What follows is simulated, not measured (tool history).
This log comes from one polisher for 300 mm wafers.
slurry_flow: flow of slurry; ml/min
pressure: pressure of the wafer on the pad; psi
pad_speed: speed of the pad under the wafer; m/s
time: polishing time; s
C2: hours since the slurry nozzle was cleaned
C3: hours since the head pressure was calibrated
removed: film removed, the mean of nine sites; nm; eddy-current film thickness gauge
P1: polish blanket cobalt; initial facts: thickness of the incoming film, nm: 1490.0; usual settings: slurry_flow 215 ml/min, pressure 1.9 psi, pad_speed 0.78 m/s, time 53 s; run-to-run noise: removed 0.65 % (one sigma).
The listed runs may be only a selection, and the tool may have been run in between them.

{"run": 1, "day": 0.267, "slurry_flow": 215, "pressure": 1.9, "pad_speed": 0.78, "time": 53, "wafers polished on this pad": 631, "C2": 229, "C3": 236.3, "removed": 168.68}
{"run": 2, "day": 0.717, "slurry_flow": 215, "pressure": 1.9, "pad_speed": 0.78, "time": 53, "wafers polished on this pad": 791, "C2": 239.8, "C3": 247.1, "removed": 166.87}
{"run": 3, "day": 1.104, "slurry_flow": 215, "pressure": 1.9, "pad_speed": 0.78, "time": 24, "wafers polished on this pad": 929, "C2": 249.1, "C3": 256.4, "removed": 75.144}
{"run": 4, "day": 1.412, "slurry_flow": 140, "pressure": 1.9, "pad_speed": 1.02, "time": 53, "wafers polished on this pad": 1038, "C2": 256.5, "C3": 263.8, "removed": 205.09}
{"day": 1.425, "done": "worn pad replaced by a new one"}
{"run": 5, "day": 1.912, "slurry_flow": 215, "pressure": 1.9, "pad_speed": 0.78, "time": 53, "wafers polished on this pad": 174, "C2": 268.5, "C3": 275.8, "removed": 166.9}
{"run": 6, "day": 2.433, "slurry_flow": 215, "pressure": 0.9, "pad_speed": 0.78, "time": 53, "wafers polished on this pad": 359, "C2": 281, "C3": 288.3, "removed": 78.7}
{"run": 7, "day": 2.758, "slurry_flow": 215, "pressure": 1.9, "pad_speed": 1.24, "time": 53, "wafers polished on this pad": 475, "C2": 288.8, "C3": 296.1, "removed": 263.33}
{"run": 8, "day": 3.2, "slurry_flow": 215, "pressure": 1.9, "pad_speed": 1.22, "time": 24, "wafers polished on this pad": 632, "C2": 299.4, "C3": 306.7, "removed": 117.62}
{"run": 9, "day": 3.642, "slurry_flow": 285, "pressure": 1.9, "pad_speed": 0.78, "time": 53, "wafers polished on this pad": 789, "C2": 310, "C3": 317.3, "removed": 171.9}
{"run": 10, "day": 3.9, "slurry_flow": 215, "pressure": 1.9, "pad_speed": 0.58, "time": 53, "wafers polished on this pad": 880, "C2": 316.2, "C3": 323.5, "removed": 124.02}
{"run": 11, "day": 4.229, "slurry_flow": 215, "pressure": 1.9, "pad_speed": 0.78, "time": 53, "wafers polished on this pad": 997, "C2": 324.1, "C3": 331.4, "removed": 165.27}
{"run": 12, "day": 4.775, "slurry_flow": 290, "pressure": 1.9, "pad_speed": 1.2, "time": 53, "wafers polished on this pad": 1191, "C2": 337.2, "C3": 344.5, "removed": 264.15}
{"run": 13, "day": 5.029, "slurry_flow": 215, "pressure": 1.9, "pad_speed": 0.78, "time": 68, "wafers polished on this pad": 1282, "C2": 343.3, "C3": 350.6, "removed": 213.2}
{"run": 14, "day": 5.321, "slurry_flow": 130, "pressure": 1.9, "pad_speed": 0.78, "time": 53, "wafers polished on this pad": 1385, "C2": 350.3, "C3": 357.6, "removed": 152.9}
{"run": 15, "day": 5.712, "slurry_flow": 215, "pressure": 1.9, "pad_speed": 0.78, "time": 53, "wafers polished on this pad": 1524, "C2": 359.7, "C3": 367, "removed": 167.11}
{"run": 16, "day": 5.958, "slurry_flow": 215, "pressure": 2.4, "pad_speed": 0.78, "time": 53, "wafers polished on this pad": 1612, "C2": 365.6, "C3": 372.9, "removed": 209.62}
{"run": 17, "day": 6.225, "slurry_flow": 215, "pressure": 1.9, "pad_speed": 0.78, "time": 53, "wafers polished on this pad": 1706, "C2": 372, "C3": 379.3, "removed": 165.68}
{"run": 18, "day": 6.717, "slurry_flow": 215, "pressure": 1.9, "pad_speed": 0.78, "time": 53, "wafers polished on this pad": 1881, "C2": 383.8, "C3": 391.1, "removed": 161.5}
{"run": 19, "day": 7.025, "slurry_flow": 215, "pressure": 1.9, "pad_speed": 0.78, "time": 53, "wafers polished on this pad": 1991, "C2": 391.2, "C3": 398.5, "removed": 159.13}
{"run": 20, "day": 7.467, "slurry_flow": 215, "pressure": 1.9, "pad_speed": 0.78, "time": 53, "wafers polished on this pad": 2148, "C2": 401.8, "C3": 409.1, "removed": 158.05}
{"run": 21, "day": 7.979, "slurry_flow": 215, "pressure": 1.9, "pad_speed": 0.78, "time": 53, "wafers polished on this pad": 2330, "C2": 414.1, "C3": 421.4, "removed": 158.07}
{"run": 22, "day": 8.317, "slurry_flow": 215, "pressure": 1.9, "pad_speed": 0.78, "time": 53, "wafers polished on this pad": 2450, "C2": 422.2, "C3": 429.5, "removed": 156.57}
{"day": 8.338, "done": "worn pad replaced by a new one"}
{"run": 23, "day": 8.746, "slurry_flow": 215, "pressure": 1.9, "pad_speed": 0.78, "time": 53, "wafers polished on this pad": 146, "C2": 432.5, "C3": 439.8, "removed": 155.98}
{"run": 24, "day": 9.142, "slurry_flow": 215, "pressure": 1.9, "pad_speed": 0.78, "time": 53, "wafers polished on this pad": 287, "C2": 442, "C3": 449.3, "removed": 157.26}
{"run": 25, "day": 9.658, "slurry_flow": 215, "pressure": 1.9, "pad_speed": 0.78, "time": 53, "wafers polished on this pad": 470, "C2": 454.4, "C3": 461.7, "removed": 156.21}

P1 no longer gives what it gave before; its output has crept away from where it was. The following 2 causes, each at its listed size, fit the log equally well:
A: slurry flow missing at the pad, % = 34.4
B: head's pressure below its setpoint, % = 6.15
The process output started creeping at around day 6.225.
The rest of the possible causes, and what rules out each one:
removal rate lost through wear of the pad, %: its service at day 8.338 followed the start of the drift and did not put the process back to its old value

The list below offers 4 check runs, each averaging the results of 2 wafers, and shows each result as a question mark. For which of them would the listed causes give clearly different results?
{"run": "check 1", "day": 10.175, "slurry_flow": 130, "pressure": 1.9, "pad_speed": 0.96, "time": 53, "removed": "?"}
{"run": "check 2", "day": 10.175, "slurry_flow": 215, "pressure": 1.9, "pad_speed": 1.1, "time": 26, "removed": "?"}
{"run": "check 3", "day": 10.175, "slurry_flow": 215, "pressure": 0.9, "pad_speed": 0.78, "time": 53, "removed": "?"}
{"run": "check 4", "day": 10.175, "slurry_flow": 215, "pressure": 2.3, "pad_speed": 1.16, "time": 53, "removed": "?"}

Predicted outcomes, by check and by cause:
check=check_1 result=removed if_A=171.08 if_B=177.5
check=check_2 result=removed if_A=107.96 if_B=107.96
check=check_3 result=removed if_A=73.921 if_B=73.92
check=check_4 result=removed if_A=280.94 if_B=280.94
Distance between the nearest two causes, measured in the result of the check that separates them most: check 1 3.69 %; check 2 0 %; check 3 0 %; check 4 0 %
Only check 1 tells the causes apart: in the others they would give nearly the same result.

Then check 1 was run and gave: removed 178.05 nm. Which cause is it?

The correct cause is B, namely: head's pressure below its setpoint, %.
